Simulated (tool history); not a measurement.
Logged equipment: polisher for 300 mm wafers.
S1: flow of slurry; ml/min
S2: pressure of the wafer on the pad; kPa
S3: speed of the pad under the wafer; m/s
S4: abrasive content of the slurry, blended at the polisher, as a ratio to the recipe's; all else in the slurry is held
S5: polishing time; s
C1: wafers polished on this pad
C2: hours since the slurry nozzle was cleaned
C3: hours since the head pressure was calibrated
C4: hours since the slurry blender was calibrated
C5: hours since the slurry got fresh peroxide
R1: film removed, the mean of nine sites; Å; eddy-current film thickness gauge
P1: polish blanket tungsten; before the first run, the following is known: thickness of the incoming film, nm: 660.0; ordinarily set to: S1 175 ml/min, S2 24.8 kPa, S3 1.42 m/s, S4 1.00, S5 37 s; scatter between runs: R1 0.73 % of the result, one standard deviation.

run 1 hour=11.2 | S1=175 S2=24.8 S3=1.42 S4=1.00 S5=37 | C1=287 C2=381.9 C3=634.8 C4=94.3 C5=87.1 | R1=2222.5
run 2 hour=24.7 | S1=175 S2=24.8 S3=1.42 S4=0.65 S5=37 | C1=485 C2=395.4 C3=648.3 C4=107.8 C5=100.6 | R1=2026.9
run 3 hour=36.1 | S1=175 S2=24.8 S3=2.02 S4=1.00 S5=37 | C1=652 C2=406.8 C3=659.7 C4=119.2 C5=112.0 | R1=3173.2
run 4 hour=49.4 | S1=175 S2=24.8 S3=1.42 S4=1.00 S5=37 | C1=847 C2=420.1 C3=673.0 C4=132.5 C5=125.3 | R1=2225.7
run 5 hour=61.0 | S1=175 S2=24.8 S3=0.92 S4=1.00 S5=37 | C1=1017 C2=431.7 C3=684.6 C4=144.1 C5=136.9 | R1=1427.3
run 6 hour=71.8 | S1=175 S2=24.8 S3=1.42 S4=1.00 S5=37 | C1=1175 C2=442.5 C3=695.4 C4=154.9 C5=147.7 | R1=2216.7
run 7 hour=81.0 | S1=175 S2=24.8 S3=1.42 S4=1.00 S5=37 | C1=1310 C2=451.7 C3=704.6 C4=164.1 C5=156.9 | R1=2236.2
run 8 hour=95.5 | S1=275 S2=24.8 S3=1.42 S4=1.00 S5=37 | C1=1522 C2=466.2 C3=719.1 C4=178.6 C5=171.4 | R1=2371.6
run 9 hour=104.2 | S1=175 S2=24.8 S3=1.42 S4=1.00 S5=27 | C1=1649 C2=474.9 C3=727.8 C4=187.3 C5=180.1 | R1=1617.8
run 10 hour=114.8 | S1=110 S2=24.8 S3=1.42 S4=1.00 S5=37 | C1=1805 C2=485.5 C3=738.4 C4=197.9 C5=190.7 | R1=2043.4
run 11 hour=126.8 | S1=175 S2=24.8 S3=1.42 S4=1.00 S5=37 | C1=1980 C2=497.5 C3=750.4 C4=209.9 C5=202.7 | R1=2214.2
run 12 hour=136.4 | S1=175 S2=24.8 S3=1.42 S4=1.00 S5=56 | C1=2121 C2=507.1 C3=760.0 C4=219.5 C5=212.3 | R1=3343.2
run 13 hour=145.6 | S1=175 S2=16.5 S3=1.42 S4=1.00 S5=37 | C1=2256 C2=516.3 C3=769.2 C4=228.7 C5=221.5 | R1=1487.4
run 14 hour=160.8 | S1=175 S2=24.8 S3=2.16 S4=0.60 S5=37 | C1=2478 C2=531.5 C3=784.4 C4=243.9 C5=236.7 | R1=2995.7
run 15 hour=176.2 | S1=175 S2=24.8 S3=1.42 S4=1.00 S5=37 | C1=2704 C2=546.9 C3=799.8 C4=259.3 C5=252.1 | R1=2231.0
-- hour=181.3 slurry nozzle cleaned
run 16 hour=184.5 | S1=175 S2=24.8 S3=1.42 S4=1.45 S5=37 | C1=2825 C2=3.2 C3=808.1 C4=267.6 C5=260.4 | R1=2455.9
run 17 hour=198.3 | S1=175 S2=31.0 S3=1.42 S4=1.00 S5=37 | C1=3027 C2=17.0 C3=821.9 C4=281.4 C5=274.2 | R1=2796.4
run 18 hour=206.8 | S1=175 S2=24.8 S3=1.42 S4=1.00 S5=37 | C1=3152 C2=25.5 C3=830.4 C4=289.9 C5=282.7 | R1=2229.4
run 19 hour=221.2 | S1=175 S2=24.8 S3=1.42 S4=1.00 S5=37 | C1=3363 C2=39.9 C3=844.8 C4=304.3 C5=297.1 | R1=2140.3
run 20 hour=235.9 | S1=175 S2=24.8 S3=1.42 S4=1.00 S5=37 | C1=3578 C2=54.6 C3=859.5 C4=319.0 C5=311.8 | R1=2091.2
run 21 hour=244.0 | S1=175 S2=24.8 S3=1.42 S4=1.00 S5=37 | C1=3697 C2=62.7 C3=867.6 C4=327.1 C5=319.9 | R1=2090.4
-- hour=247.8 head pressure recalibrated
run 22 hour=258.3 | S1=175 S2=24.8 S3=1.42 S4=1.00 S5=37 | C1=3906 C2=77.0 C3=10.5 C4=341.4 C5=334.2 | R1=2073.3
-- hour=263.7 worn pad replaced by a new one
run 23 hour=272.2 | S1=175 S2=24.8 S3=1.42 S4=1.00 S5=37 | C1=125 C2=90.9 C3=24.4 C4=355.3 C5=348.1 | R1=2034.5
run 24 hour=286.1 | S1=175 S2=24.8 S3=1.42 S4=1.00 S5=37 | C1=328 C2=104.8 C3=38.3 C4=369.2 C5=362.0 | R1=2028.0
-- hour=287.1 slurry tank refilled with fresh slurry and peroxide
run 25 hour=301.0 | S1=175 S2=24.8 S3=1.42 S4=1.00 S5=37 | C1=546 C2=119.7 C3=53.2 C4=384.1 C5=14.0 | R1=2045.5
run 26 hour=314.5 | S1=175 S2=24.8 S3=1.42 S4=1.00 S5=37 | C1=744 C2=133.2 C3=66.7 C4=397.6 C5=27.5 | R1=2027.8
run 27 hour=321.8 | S1=175 S2=24.8 S3=1.42 S4=1.00 S5=37 | C1=851 C2=140.5 C3=74.0 C4=404.9 C5=34.8 | R1=2006.2

The log shows P1 creeping away from where it was. Any of the 2 causes listed here, at the size stated for it, fits the log just as well as the others:
A: slurry flow missing at the pad, % = 38.4
B: abrasive missing from the slurry, % = 32.7
At approximately hour 206.8, the process output began to creep.
Each remaining cause and why it is not a fit:
removal rate lost through wear of the pad, %: work on it at hour 263.7, done after the drift set in, did not restore what the process gave before
head's pressure below its setpoint, %: work on it at hour 247.8, done after the drift set in, did not restore what the process gave before
peroxide lost from the slurry, %: work on it at hour 287.1, done after the drift set in, did not restore what the process gave before

Below are 4 check runs, each averaged over 5 wafers, with their results shown as question marks. Which of them would give clearly different results depending on which cause is behind the drift?
run check 1 hour=329.1 | S1=240 S2=24.8 S3=1.42 S4=1.00 S5=52 | R1=?
run check 2 hour=329.1 | S1=175 S2=24.8 S3=1.86 S4=1.00 S5=37 | R1=?
run check 3 hour=329.1 | S1=175 S2=24.8 S3=1.42 S4=1.30 S5=37 | R1=?
run check 4 hour=329.1 | S1=175 S2=24.8 S3=1.42 S4=1.35 S5=45 | R1=?

Outcome of each check run for each possible cause:
check=check_1 result=R1 if_A=3041.1 if_B=2970.8
check=check_2 result=R1 if_A=2657.8 if_B=2657.5
check=check_3 result=R1 if_A=2160.7 if_B=2155.2
check=check_4 result=R1 if_A=2652.0 if_B=2644.5
Gap, in per cent, between the two causes that each check separates least, read from the result that separates them most: check 1 2.34 %; check 2 0.01 %; check 3 0.25 %; check 4 0.29 %
Only check 1 tells the causes apart: in the others they would give nearly the same result.

Then check 1 was run and gave: R1 2970.6 Å. Which cause is it?

It is B: abrasive missing from the slurry, %.
